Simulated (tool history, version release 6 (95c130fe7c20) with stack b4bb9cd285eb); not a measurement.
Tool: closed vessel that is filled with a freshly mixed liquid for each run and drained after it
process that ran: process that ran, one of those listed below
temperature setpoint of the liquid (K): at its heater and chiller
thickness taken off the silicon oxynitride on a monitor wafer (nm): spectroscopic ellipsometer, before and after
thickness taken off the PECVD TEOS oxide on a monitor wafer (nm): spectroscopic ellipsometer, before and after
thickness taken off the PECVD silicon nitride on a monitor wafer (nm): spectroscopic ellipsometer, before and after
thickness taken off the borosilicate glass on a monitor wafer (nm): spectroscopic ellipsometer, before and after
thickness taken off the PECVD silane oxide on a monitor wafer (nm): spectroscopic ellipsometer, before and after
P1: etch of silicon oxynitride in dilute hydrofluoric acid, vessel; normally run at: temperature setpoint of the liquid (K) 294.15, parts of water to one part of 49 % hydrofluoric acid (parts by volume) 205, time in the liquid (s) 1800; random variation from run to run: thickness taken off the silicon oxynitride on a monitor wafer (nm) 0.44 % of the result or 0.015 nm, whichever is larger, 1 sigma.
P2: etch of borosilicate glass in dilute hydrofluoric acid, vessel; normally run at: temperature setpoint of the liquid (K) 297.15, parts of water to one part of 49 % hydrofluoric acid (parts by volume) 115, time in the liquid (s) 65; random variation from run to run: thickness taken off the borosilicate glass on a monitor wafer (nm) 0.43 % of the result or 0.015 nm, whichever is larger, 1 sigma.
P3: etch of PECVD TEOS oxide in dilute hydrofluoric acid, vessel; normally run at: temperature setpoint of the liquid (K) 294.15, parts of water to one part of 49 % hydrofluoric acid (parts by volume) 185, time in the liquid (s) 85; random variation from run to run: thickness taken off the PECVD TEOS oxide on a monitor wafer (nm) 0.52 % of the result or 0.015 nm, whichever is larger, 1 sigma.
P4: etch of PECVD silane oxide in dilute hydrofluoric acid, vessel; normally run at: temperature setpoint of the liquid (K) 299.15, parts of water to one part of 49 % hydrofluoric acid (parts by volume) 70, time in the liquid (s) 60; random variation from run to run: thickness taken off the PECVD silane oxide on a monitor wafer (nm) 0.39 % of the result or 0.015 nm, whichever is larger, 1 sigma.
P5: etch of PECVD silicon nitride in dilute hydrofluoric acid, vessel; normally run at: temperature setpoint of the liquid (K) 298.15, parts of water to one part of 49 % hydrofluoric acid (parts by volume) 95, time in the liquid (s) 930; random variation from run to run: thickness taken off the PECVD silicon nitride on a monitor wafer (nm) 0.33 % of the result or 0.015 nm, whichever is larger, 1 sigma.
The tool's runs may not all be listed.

run,hour,process that ran,temperature setpoint of the liquid (K),parts of water to one part of 49 % hydrofluoric acid (parts by volume),time in the liquid (s),hours since the thermometer was replaced,hours since the hydrofluoric acid flow meter was replaced,thickness taken off the silicon oxynitride on a monitor wafer (nm),thickness taken off the PECVD TEOS oxide on a monitor wafer (nm),thickness taken off the PECVD silicon nitride on a monitor wafer (nm),thickness taken off the borosilicate glass on a monitor wafer (nm),thickness taken off the PECVD silane oxide on a monitor wafer (nm)
1,5.9,P1,294.15,205,1800,1266.9,567.8,16.41100,,,,
2,11.5,P3,294.15,185,85,1272.5,573.4,,6.4931,,,
3,15.2,P3,294.15,185,145,1276.2,577.1,,11.0550,,,
4,22.8,P1,294.15,205,1800,1283.8,584.7,16.60200,,,,
5,26.7,P5,298.15,95,930,1287.7,588.6,,,59.4900,,
6,30.5,P2,297.15,115,65,1291.5,592.4,,,,15.9780,
7,35.1,P1,294.15,205,3280,1296.1,597.0,29.90700,,,,
8,39.9,P2,297.15,115,30,1300.9,601.8,,,,7.3334,
9,46.2,P1,290.15,205,1800,1307.2,608.1,13.72900,,,,
10,50.6,P4,299.15,70,60,1311.6,612.5,,,,,45.278
11,57.9,P3,290.15,185,85,1318.9,619.8,,5.5439,,,
12,65.3,P1,294.15,305,1800,1326.3,627.2,10.35200,,,,
13,69.4,P1,294.15,205,1800,1330.4,631.3,16.38400,,,,
14,76.7,P2,297.15,115,65,1337.7,638.6,,,,15.8910,
15,84.6,P1,290.15,300,1800,1345.6,646.5,8.83900,,,,
16,90.6,P2,290.15,115,65,1351.6,652.5,,,,11.9690,
17,96.6,P1,294.15,205,1800,1357.6,658.5,16.46900,,,,
18,104.4,P4,299.15,70,60,1365.4,666.3,,,,,45.368
# hour 106.2: hydrofluoric acid flow meter replaced
19,110.8,P1,294.15,205,1800,1371.8,4.6,16.56200,,,,
20,115.1,P3,294.15,40,85,1376.1,8.9,,35.1370,,,
21,123.1,P5,298.15,20,930,1384.1,16.9,,,269.9600,,
22,129.2,P1,294.15,205,30,1390.2,23.0,0.28049,,,,
23,134.5,P5,291.65,95,930,1395.5,28.3,,,38.3610,,
24,141.9,P1,300.15,205,1800,1402.9,35.7,21.58500,,,,
25,146.9,P2,297.15,70,65,1407.9,40.7,,,,27.5190,
26,151.8,P5,298.15,95,65,1412.8,45.6,,,4.1759,,
27,158.5,P4,291.65,70,60,1419.5,52.3,,,,,33.331
28,166.3,P4,299.15,100,60,1427.3,60.1,,,,,30.684
29,174.3,P4,299.15,70,115,1435.3,68.1,,,,,87.387
30,181.1,P1,294.15,80,1800,1442.1,74.9,46.05900,,,,
31,185.7,P1,294.15,205,1800,1446.7,79.5,16.50100,,,,
32,190.3,P1,294.15,205,1800,1451.3,84.1,17.00400,,,,
33,197.8,P1,294.15,205,1800,1458.8,91.6,17.44600,,,,
34,201.6,P1,294.15,205,1800,1462.6,95.4,17.51400,,,,
35,209.3,P1,294.15,205,1800,1470.3,103.1,17.83400,,,,
36,213.3,P1,294.15,205,1800,1474.3,107.1,17.75100,,,,
37,217.7,P1,294.15,205,1800,1478.7,111.5,17.84300,,,,
38,224.8,P1,294.15,205,1800,1485.8,118.6,17.87200,,,,
39,232.6,P1,294.15,205,1800,1493.6,126.4,17.84700,,,,

What P1 gives has crept away from where it was. These 2 causes fit the log equally well, each at the size given:
A: hydrofluoric acid flow above the setpoint (%) = 7.71
B: liquid hotter than its thermometer reads (K) = 1.86
The creep began at about hour 185.7.

4 check runs are offered, one wafer each, their results left as question marks. Which one tells the causes apart?
check 1,240.4,P4,295.15,70,115,,,,,,,?
check 2,240.4,P2,292.15,115,30,,,,,,?,
check 3,240.4,P5,298.15,95,420,,,,,?,,
check 4,240.4,P3,294.15,70,85,,,,?,,,

What each check would give under each cause:
check,result,if A,if B
check 1,thickness taken off the PECVD silane oxide on a monitor wafer (nm),80.176,79.825
check 2,thickness taken off the borosilicate glass on a monitor wafer (nm),6.5226,6.4747
check 3,thickness taken off the PECVD silicon nitride on a monitor wafer (nm),28.8690,30.2720
check 4,thickness taken off the PECVD TEOS oxide on a monitor wafer (nm),20.9870,20.9110
How far apart the two closest causes lie, in the result that separates them most: check 1 0.44 %; check 2 0.74 %; check 3 4.75 %; check 4 0.36 %
Check 3 tells the causes apart: in the others they would give nearly the same result.

Check 3 was then run and gave: thickness taken off the PECVD silicon nitride on a monitor wafer (nm) 30.3500. Which cause is it?

It is B: liquid hotter than its thermometer reads (K).

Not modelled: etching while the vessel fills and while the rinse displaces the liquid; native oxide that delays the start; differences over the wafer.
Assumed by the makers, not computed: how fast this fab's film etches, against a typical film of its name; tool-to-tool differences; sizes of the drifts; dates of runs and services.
